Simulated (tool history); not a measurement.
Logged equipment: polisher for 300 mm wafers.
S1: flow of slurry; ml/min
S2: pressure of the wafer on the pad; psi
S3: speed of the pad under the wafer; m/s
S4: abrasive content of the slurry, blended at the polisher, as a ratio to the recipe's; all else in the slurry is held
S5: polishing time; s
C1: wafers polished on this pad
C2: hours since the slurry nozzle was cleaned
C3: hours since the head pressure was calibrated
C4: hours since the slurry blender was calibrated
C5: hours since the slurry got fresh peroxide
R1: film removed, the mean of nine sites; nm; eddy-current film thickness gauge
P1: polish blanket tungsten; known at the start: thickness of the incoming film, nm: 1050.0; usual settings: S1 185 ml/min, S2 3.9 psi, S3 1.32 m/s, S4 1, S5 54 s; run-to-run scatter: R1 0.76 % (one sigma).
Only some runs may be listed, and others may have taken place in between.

Run 1, hour 10.2: S1 185 ml/min, S2 3.9 psi, S3 1.32 m/s, S4 1, S5 54 s; C1 351; C2 423.9; C3 168.9; C4 152.1; C5 56.6. Result: R1 417.13 nm.
Run 2, hour 19.4: S1 185 ml/min, S2 3.9 psi, S3 1.32 m/s, S4 1, S5 54 s; C1 414; C2 433.1; C3 178.1; C4 161.3; C5 65.8. Result: R1 415.55 nm.
Run 3, hour 31.4: S1 185 ml/min, S2 1.9 psi, S3 1.32 m/s, S4 1, S5 54 s; C1 496; C2 445.1; C3 190.1; C4 173.3; C5 77.8. Result: R1 203.22 nm.
Run 4, hour 46: S1 185 ml/min, S2 3.9 psi, S3 1.98 m/s, S4 1, S5 54 s; C1 596; C2 459.7; C3 204.7; C4 187.9; C5 92.4. Result: R1 619.57 nm.
At hour 47.5: worn pad replaced by a new one.
Run 5, hour 56.9: S1 185 ml/min, S2 3.9 psi, S3 1.68 m/s, S4 1.4, S5 54 s; C1 64; C2 470.6; C3 215.6; C4 198.8; C5 103.3. Result: R1 577.03 nm.
Run 6, hour 65.7: S1 185 ml/min, S2 3.9 psi, S3 1.32 m/s, S4 1, S5 54 s; C1 124; C2 479.4; C3 224.4; C4 207.6; C5 112.1. Result: R1 413.11 nm.
Run 7, hour 80.6: S1 110 ml/min, S2 3.9 psi, S3 1.32 m/s, S4 1, S5 27 s; C1 226; C2 494.3; C3 239.3; C4 222.5; C5 127. Result: R1 188.04 nm.
At hour 86.7: head pressure recalibrated.
Run 8, hour 92.1: S1 185 ml/min, S2 3.9 psi, S3 1.32 m/s, S4 1.5, S5 54 s; C1 305; C2 505.8; C3 5.5; C4 234; C5 138.5. Result: R1 454.4 nm.
Run 9, hour 98.8: S1 185 ml/min, S2 3.9 psi, S3 1.32 m/s, S4 1, S5 54 s; C1 351; C2 512.5; C3 12.2; C4 240.7; C5 145.2. Result: R1 417.49 nm.
Run 10, hour 105.6: S1 185 ml/min, S2 3.9 psi, S3 1.32 m/s, S4 1, S5 54 s; C1 397; C2 519.3; C3 19; C4 247.5; C5 152. Result: R1 414.59 nm.
At hour 112.8: slurry nozzle cleaned.
Run 11, hour 113.6: S1 185 ml/min, S2 3.9 psi, S3 1.32 m/s, S4 1, S5 31 s; C1 452; C2 0.9; C3 27; C4 255.5; C5 160. Result: R1 237.39 nm.
At hour 121: slurry tank refilled with fresh slurry and peroxide.
Run 12, hour 126.6: S1 185 ml/min, S2 3.9 psi, S3 1.32 m/s, S4 1, S5 54 s; C1 541; C2 13.9; C3 40; C4 268.5; C5 5.6. Result: R1 413.19 nm.
Run 13, hour 134.5: S1 185 ml/min, S2 3.9 psi, S3 1.32 m/s, S4 1, S5 54 s; C1 595; C2 21.8; C3 47.9; C4 276.4; C5 13.5. Result: R1 413.27 nm.
Run 14, hour 142.7: S1 185 ml/min, S2 3.9 psi, S3 1.32 m/s, S4 1, S5 80 s; C1 651; C2 30; C3 56.1; C4 284.6; C5 21.7. Result: R1 615.44 nm.
Run 15, hour 156.2: S1 270 ml/min, S2 3.9 psi, S3 1.32 m/s, S4 1, S5 54 s; C1 744; C2 43.5; C3 69.6; C4 298.1; C5 35.2. Result: R1 434.41 nm.
Run 16, hour 165.1: S1 185 ml/min, S2 3.9 psi, S3 0.6 m/s, S4 1, S5 54 s; C1 805; C2 52.4; C3 78.5; C4 307; C5 44.1. Result: R1 187.01 nm.
Run 17, hour 179.9: S1 185 ml/min, S2 3.9 psi, S3 1.32 m/s, S4 0.75, S5 54 s; C1 906; C2 67.2; C3 93.3; C4 321.8; C5 58.9. Result: R1 388.93 nm.
Run 18, hour 193.7: S1 185 ml/min, S2 6.2 psi, S3 1.32 m/s, S4 1, S5 54 s; C1 1000; C2 81; C3 107.1; C4 335.6; C5 72.7. Result: R1 662.75 nm.
Run 19, hour 203: S1 110 ml/min, S2 3.9 psi, S3 1.32 m/s, S4 1, S5 54 s; C1 1064; C2 90.3; C3 116.4; C4 344.9; C5 82. Result: R1 373.33 nm.

Predict the results of run 20:
Run 20, hour 216.9: S1 185 ml/min, S2 3.9 psi, S3 1.32 m/s, S4 1, S5 54 s; C1 1159; C2 104.2; C3 130.3; C4 358.8; C5 95.9. Result: R1 ?.

{"run 20": {"R1": 412.41}}
